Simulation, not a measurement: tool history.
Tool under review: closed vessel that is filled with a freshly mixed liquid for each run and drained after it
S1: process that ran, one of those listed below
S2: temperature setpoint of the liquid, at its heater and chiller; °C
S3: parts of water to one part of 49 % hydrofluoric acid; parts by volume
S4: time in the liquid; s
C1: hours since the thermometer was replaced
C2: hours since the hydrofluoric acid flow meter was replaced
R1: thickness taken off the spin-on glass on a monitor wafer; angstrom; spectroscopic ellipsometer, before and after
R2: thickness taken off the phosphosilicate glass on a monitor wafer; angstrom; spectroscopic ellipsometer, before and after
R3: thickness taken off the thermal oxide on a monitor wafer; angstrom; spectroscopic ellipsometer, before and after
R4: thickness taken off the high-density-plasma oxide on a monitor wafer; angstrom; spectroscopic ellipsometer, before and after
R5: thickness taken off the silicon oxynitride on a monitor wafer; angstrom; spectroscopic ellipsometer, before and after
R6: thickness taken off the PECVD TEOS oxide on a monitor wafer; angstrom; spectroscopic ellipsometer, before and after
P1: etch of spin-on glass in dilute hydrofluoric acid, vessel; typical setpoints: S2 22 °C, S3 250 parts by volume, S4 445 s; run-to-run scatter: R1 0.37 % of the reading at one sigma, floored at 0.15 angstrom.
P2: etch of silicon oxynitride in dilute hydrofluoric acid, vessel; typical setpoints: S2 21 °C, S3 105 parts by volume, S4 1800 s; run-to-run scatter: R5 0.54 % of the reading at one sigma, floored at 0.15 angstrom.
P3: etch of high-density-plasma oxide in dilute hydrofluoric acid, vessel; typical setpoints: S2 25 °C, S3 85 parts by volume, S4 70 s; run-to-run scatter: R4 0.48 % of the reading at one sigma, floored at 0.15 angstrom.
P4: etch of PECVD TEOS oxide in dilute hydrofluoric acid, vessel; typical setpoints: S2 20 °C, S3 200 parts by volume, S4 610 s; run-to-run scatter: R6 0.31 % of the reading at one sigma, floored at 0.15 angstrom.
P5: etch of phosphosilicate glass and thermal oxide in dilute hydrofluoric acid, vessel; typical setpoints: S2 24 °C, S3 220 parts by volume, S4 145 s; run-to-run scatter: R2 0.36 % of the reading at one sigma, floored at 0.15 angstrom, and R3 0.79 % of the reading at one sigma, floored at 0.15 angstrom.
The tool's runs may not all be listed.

Run 1, hour 15.1: S1 P1, S2 22 °C, S3 250 parts by volume, S4 445 s; C1 1018.9; C2 1400.3. Result: R1 465.5 angstrom.
Run 2, hour 29.9: S1 P1, S2 28.5 °C, S3 250 parts by volume, S4 445 s; C1 1033.7; C2 1415.1. Result: R1 584.12 angstrom.
Run 3, hour 39.3: S1 P5, S2 24 °C, S3 375 parts by volume, S4 145 s; C1 1043.1; C2 1424.5. Result: R2 176.91 angstrom, R3 13.988 angstrom.
Run 4, hour 54.1: S1 P3, S2 25 °C, S3 85 parts by volume, S4 70 s; C1 1057.9; C2 1439.3. Result: R4 71.935 angstrom.
Run 5, hour 67.7: S1 P1, S2 22 °C, S3 250 parts by volume, S4 445 s; C1 1071.5; C2 1452.9. Result: R1 466.3 angstrom.
Run 6, hour 78.1: S1 P2, S2 21 °C, S3 25 parts by volume, S4 1800 s; C1 1081.9; C2 1463.3. Result: R5 901.86 angstrom.
At hour 89.6: thermometer replaced.
Run 7, hour 90.4: S1 P1, S2 22 °C, S3 250 parts by volume, S4 445 s; C1 0.9; C2 1475.6. Result: R1 467.21 angstrom.
Run 8, hour 105.8: S1 P4, S2 20 °C, S3 200 parts by volume, S4 1175 s; C1 16.3; C2 1491. Result: R6 390 angstrom.
Run 9, hour 115.8: S1 P4, S2 20 °C, S3 355 parts by volume, S4 610 s; C1 26.3; C2 1501. Result: R6 99.319 angstrom.
Run 10, hour 126.6: S1 P1, S2 22 °C, S3 370 parts by volume, S4 445 s; C1 37.1; C2 1511.8. Result: R1 282.81 angstrom.
Run 11, hour 136.6: S1 P4, S2 20 °C, S3 200 parts by volume, S4 610 s; C1 47.1; C2 1521.8. Result: R6 203.46 angstrom.
Run 12, hour 148.5: S1 P1, S2 22 °C, S3 250 parts by volume, S4 445 s; C1 59; C2 1533.7. Result: R1 463.91 angstrom.
Run 13, hour 157.7: S1 P1, S2 17 °C, S3 250 parts by volume, S4 445 s; C1 68.2; C2 1542.9. Result: R1 383.2 angstrom.
Run 14, hour 166.6: S1 P1, S2 22 °C, S3 360 parts by volume, S4 775 s; C1 77.1; C2 1551.8. Result: R1 507.9 angstrom.
Run 15, hour 179.2: S1 P3, S2 25 °C, S3 85 parts by volume, S4 115 s; C1 89.7; C2 1564.4. Result: R4 118.25 angstrom.
Run 16, hour 190: S1 P1, S2 22 °C, S3 250 parts by volume, S4 445 s; C1 100.5; C2 1575.2. Result: R1 465.62 angstrom.
Run 17, hour 205.5: S1 P5, S2 17 °C, S3 220 parts by volume, S4 145 s; C1 116; C2 1590.7. Result: R2 269.64 angstrom, R3 20.718 angstrom.
Run 18, hour 217.8: S1 P2, S2 21 °C, S3 105 parts by volume, S4 1800 s; C1 128.3; C2 1603. Result: R5 203.88 angstrom.
Run 19, hour 227.9: S1 P4, S2 26.5 °C, S3 200 parts by volume, S4 610 s; C1 138.4; C2 1613.1. Result: R6 260.08 angstrom.
Run 20, hour 240.3: S1 P2, S2 21 °C, S3 105 parts by volume, S4 690 s; C1 150.8; C2 1625.5. Result: R5 76.158 angstrom.
Run 21, hour 249.9: S1 P1, S2 28 °C, S3 420 parts by volume, S4 445 s; C1 160.4; C2 1635.1. Result: R1 289.05 angstrom.
Run 22, hour 264.1: S1 P2, S2 21 °C, S3 105 parts by volume, S4 1800 s; C1 174.6; C2 1649.3. Result: R5 204 angstrom.
Run 23, hour 272.3: S1 P2, S2 17 °C, S3 105 parts by volume, S4 1800 s; C1 182.8; C2 1657.5. Result: R5 165.91 angstrom.
Run 24, hour 280.3: S1 P1, S2 22 °C, S3 250 parts by volume, S4 445 s; C1 190.8; C2 1665.5. Result: R1 465.11 angstrom.
Run 25, hour 296.4: S1 P1, S2 22 °C, S3 250 parts by volume, S4 715 s; C1 206.9; C2 1681.6. Result: R1 748.01 angstrom.
Run 26, hour 312.4: S1 P3, S2 33 °C, S3 85 parts by volume, S4 70 s; C1 222.9; C2 1697.6. Result: R4 98.477 angstrom.
Run 27, hour 325.8: S1 P5, S2 24 °C, S3 220 parts by volume, S4 145 s; C1 236.3; C2 1711. Result: R2 352.56 angstrom, R3 27.418 angstrom.
Run 28, hour 341.8: S1 P5, S2 24 °C, S3 220 parts by volume, S4 30 s; C1 252.3; C2 1727. Result: R2 72.6 angstrom, R3 5.6924 angstrom.
Run 29, hour 356.9: S1 P1, S2 22 °C, S3 250 parts by volume, S4 195 s; C1 267.4; C2 1742.1. Result: R1 204.24 angstrom.
Run 30, hour 366.9: S1 P1, S2 22 °C, S3 250 parts by volume, S4 445 s; C1 277.4; C2 1752.1. Result: R1 468.85 angstrom.
Run 31, hour 382.1: S1 P3, S2 25 °C, S3 45 parts by volume, S4 70 s; C1 292.6; C2 1767.3. Result: R4 143.67 angstrom.
Run 32, hour 393.3: S1 P1, S2 22 °C, S3 75 parts by volume, S4 445 s; C1 303.8; C2 1778.5. Result: R1 1863.9 angstrom.
Run 33, hour 404.4: S1 P1, S2 18 °C, S3 435 parts by volume, S4 445 s; C1 314.9; C2 1789.6. Result: R1 197.86 angstrom.
Run 34, hour 420.4: S1 P1, S2 22 °C, S3 250 parts by volume, S4 445 s; C1 330.9; C2 1805.6. Result: R1 467.75 angstrom.
Run 35, hour 431.5: S1 P1, S2 22 °C, S3 250 parts by volume, S4 445 s; C1 342; C2 1816.7. Result: R1 452.64 angstrom.
Run 36, hour 439: S1 P1, S2 22 °C, S3 250 parts by volume, S4 445 s; C1 349.5; C2 1824.2. Result: R1 450.53 angstrom.
Run 37, hour 450.5: S1 P1, S2 22 °C, S3 250 parts by volume, S4 445 s; C1 361; C2 1835.7. Result: R1 442.46 angstrom.
Run 38, hour 459.8: S1 P1, S2 22 °C, S3 250 parts by volume, S4 445 s; C1 370.3; C2 1845. Result: R1 442.65 angstrom.
Run 39, hour 469.6: S1 P1, S2 22 °C, S3 250 parts by volume, S4 445 s; C1 380.1; C2 1854.8. Result: R1 440.64 angstrom.
Run 40, hour 481.1: S1 P1, S2 22 °C, S3 250 parts by volume, S4 445 s; C1 391.6; C2 1866.3. Result: R1 438.71 angstrom.
Run 41, hour 492.7: S1 P1, S2 22 °C, S3 250 parts by volume, S4 445 s; C1 403.2; C2 1877.9. Result: R1 436.31 angstrom.
Run 42, hour 504.8: S1 P1, S2 22 °C, S3 250 parts by volume, S4 445 s; C1 415.3; C2 1890. Result: R1 435.13 angstrom.
Run 43, hour 518.5: S1 P1, S2 22 °C, S3 250 parts by volume, S4 445 s; C1 429; C2 1903.7. Result: R1 434.54 angstrom.

What P1 gives has crept off from where it sat before. The 2 causes that follow fit the log equally well, each at the size noted:
A: hydrofluoric acid flow below the setpoint (%) = 5.14
B: liquid colder than its thermometer reads (K) = 1.78
Onset of the creep was near hour 420.4.

Below are 4 check runs, each on a single wafer, with their results shown as question marks. Which of them would tell the listed causes apart, meaning the causes would give clearly different results under it?
Run check 1, hour 532.2: S1 P3, S2 32.5 °C, S3 85 parts by volume, S4 70 s. Result: R4 ?.
Run check 2, hour 532.2: S1 P5, S2 19 °C, S3 360 parts by volume, S4 145 s. Result: R2 ?, R3 ?.
Run check 3, hour 532.2: S1 P2, S2 17 °C, S3 35 parts by volume, S4 1800 s. Result: R5 ?.
Run check 4, hour 532.2: S1 P4, S2 26 °C, S3 200 parts by volume, S4 1090 s. Result: R6 ?.

Outcome of each check run for each possible cause:
  check  result    if A    if B
check 1      R4  90.777  90.162
check 2      R2  146.65  147.29
check 2      R3  11.386  11.436
check 3      R5  492.82  473.86
check 4      R6  426.19  426.15
Separation of the two closest causes in each check, using whichever result separates them best: check 1 0.68 %; check 2 0.44 %; check 3 3.92 %; check 4 0.01 %
Only in check 3 would the causes give clearly different results; in the remaining checks their results would be nearly the same.

With check 3 done, the readings were: R5 470.72 angstrom. Identify which of the listed causes applies.

B is the cause: liquid colder than its thermometer reads (K).
